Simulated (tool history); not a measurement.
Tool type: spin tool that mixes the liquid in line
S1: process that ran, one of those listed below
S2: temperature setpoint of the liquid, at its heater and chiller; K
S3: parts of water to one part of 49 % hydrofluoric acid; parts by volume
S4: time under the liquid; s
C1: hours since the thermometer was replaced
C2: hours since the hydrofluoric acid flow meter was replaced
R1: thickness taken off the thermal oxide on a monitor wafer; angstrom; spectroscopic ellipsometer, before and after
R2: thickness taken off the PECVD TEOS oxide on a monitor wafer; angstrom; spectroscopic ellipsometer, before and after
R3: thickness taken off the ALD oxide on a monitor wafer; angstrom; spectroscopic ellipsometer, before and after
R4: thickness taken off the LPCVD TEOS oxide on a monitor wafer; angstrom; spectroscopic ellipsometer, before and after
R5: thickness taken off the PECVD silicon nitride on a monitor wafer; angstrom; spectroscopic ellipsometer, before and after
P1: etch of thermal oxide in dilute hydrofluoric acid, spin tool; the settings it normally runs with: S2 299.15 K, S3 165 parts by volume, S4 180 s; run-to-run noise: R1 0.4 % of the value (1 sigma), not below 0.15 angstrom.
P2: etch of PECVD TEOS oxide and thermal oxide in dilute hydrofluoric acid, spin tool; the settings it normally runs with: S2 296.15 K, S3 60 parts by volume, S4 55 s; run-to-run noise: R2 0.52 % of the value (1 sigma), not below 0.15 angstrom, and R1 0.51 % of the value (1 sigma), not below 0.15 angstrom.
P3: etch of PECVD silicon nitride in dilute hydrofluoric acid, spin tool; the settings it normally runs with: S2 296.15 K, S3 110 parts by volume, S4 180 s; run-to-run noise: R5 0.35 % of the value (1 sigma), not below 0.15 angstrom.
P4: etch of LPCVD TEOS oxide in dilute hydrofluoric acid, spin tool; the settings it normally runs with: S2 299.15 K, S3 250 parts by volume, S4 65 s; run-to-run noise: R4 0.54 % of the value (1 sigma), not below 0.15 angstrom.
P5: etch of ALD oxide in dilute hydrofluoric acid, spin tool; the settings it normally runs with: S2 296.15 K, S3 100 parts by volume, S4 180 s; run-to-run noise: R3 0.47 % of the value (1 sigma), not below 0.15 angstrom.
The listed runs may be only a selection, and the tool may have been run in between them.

run,day,S1,S2,S3,S4,C1,C2,R1,R2,R3,R4,R5
1,0.383,P1,299.15,165,180,274.2,353.9,52.0620,,,,
2,0.658,P2,302.65,60,55,280.8,360.5,56.7880,114.410,,,
3,1.079,P2,296.15,35,55,290.9,370.6,76.9530,157.170,,,
4,1.325,P1,304.65,250,180,296.8,376.5,37.8910,,,,
5,1.579,P1,299.15,115,330,302.9,382.6,144.6700,,,,
6,2.058,P1,299.15,165,15,314.4,394.1,4.3421,,,,
7,2.483,P1,299.15,100,180,324.6,404.3,91.8210,,,,
8,2.962,P5,296.15,40,180,336.1,415.8,,,477.26,,
9,3.412,P4,299.15,420,65,346.9,426.6,,,,45.034,
10,3.962,P5,301.15,100,180,360.1,439.8,,,216.55,,
11,4.317,P1,307.15,165,180,368.6,448.3,68.8600,,,,
12,4.754,P1,299.15,265,180,379.1,458.8,28.8860,,,,
13,5.192,P1,299.15,165,180,389.6,469.3,51.7880,,,,
14,5.492,P1,299.15,165,330,396.8,476.5,95.3540,,,,
15,6.021,P2,296.15,60,55,409.5,489.2,43.2410,88.267,,,
16,6.538,P3,296.15,165,180,421.9,501.6,,,,,50.652
17,7.058,P4,290.65,250,65,434.4,514.1,,,,65.290,
18,7.600,P3,296.15,110,320,447.4,527.1,,,,,133.430
19,8.058,P1,294.15,165,180,458.4,538.1,42.8520,,,,
20,8.617,P1,299.15,165,180,471.8,551.5,51.8980,,,,
21,9.075,P1,299.15,165,180,482.8,562.5,51.6910,,,,
22,9.421,P3,296.15,110,180,491.1,570.8,,,,,75.662
23,9.775,P4,299.15,250,105,499.6,579.3,,,,146.330,
24,10.188,P5,296.15,100,350,509.5,589.2,,,347.35,,
25,10.492,P4,299.15,250,65,516.8,596.5,,,,89.852,
26,10.921,P5,296.15,100,180,527.1,606.8,,,178.72,,
27,11.333,P2,296.15,60,15,537.0,616.7,12.0560,24.095,,,
28,11.704,P3,304.15,110,180,545.9,625.6,,,,,126.300
29,12.029,P4,299.15,250,65,553.7,633.4,,,,89.392,
30,12.571,P1,299.15,165,180,566.7,646.4,51.7710,,,,
31,12.829,P1,299.15,165,180,572.9,652.6,52.6270,,,,
32,13.125,P1,299.15,165,180,580.0,659.7,53.3920,,,,
33,13.550,P1,299.15,165,180,590.2,669.9,54.0010,,,,
34,14.088,P1,299.15,165,180,603.1,682.8,54.8000,,,,
35,14.596,P1,299.15,165,180,615.3,695.0,54.7110,,,,
36,15.112,P1,299.15,165,180,627.7,707.4,55.0580,,,,
37,15.571,P1,299.15,165,180,638.7,718.4,55.6170,,,,
38,16.075,P1,299.15,165,180,650.8,730.5,55.5870,,,,
39,16.575,P1,299.15,165,180,662.8,742.5,55.5860,,,,
40,16.833,P1,299.15,165,180,669.0,748.7,55.3120,,,,

P1 no longer gives what it gave before; its output has crept away from where it was. The following 2 causes, each at its listed size, fit the log equally well:
A: liquid hotter than its thermometer reads (K) = 1.82
B: hydrofluoric acid flow above the setpoint (%) = 5.76
The gradual shift began around day 12.571.

Each of the 4 check runs below uses one wafer; its results are left as question marks. Which run tells the causes apart?
check 1,17.092,P3,303.65,110,310,,,,,,,?
check 2,17.092,P2,301.15,60,55,,,?,?,,,
check 3,17.092,P5,300.65,100,305,,,,,?,,
check 4,17.092,P4,293.15,250,90,,,,,,?,

If the cause were each of the candidates in turn, the checks would give the following:
check,result,if A,if B
check 1,R5,235.650,222.860
check 2,R1,57.1520,56.5490
check 2,R2,116.150,114.930
check 3,R3,386.33,384.05
check 4,R4,106.670,106.800
Per-check spread between the two closest causes, in the result where they differ most: check 1 5.58 %; check 2 1.06 %; check 3 0.59 %; check 4 0.12 %
Only check 1 tells the causes apart: in the others they would give nearly the same result.

Then check 1 was run and gave: R5 223.380 angstrom. Which cause is it?

It was cause B: hydrofluoric acid flow above the setpoint (%).

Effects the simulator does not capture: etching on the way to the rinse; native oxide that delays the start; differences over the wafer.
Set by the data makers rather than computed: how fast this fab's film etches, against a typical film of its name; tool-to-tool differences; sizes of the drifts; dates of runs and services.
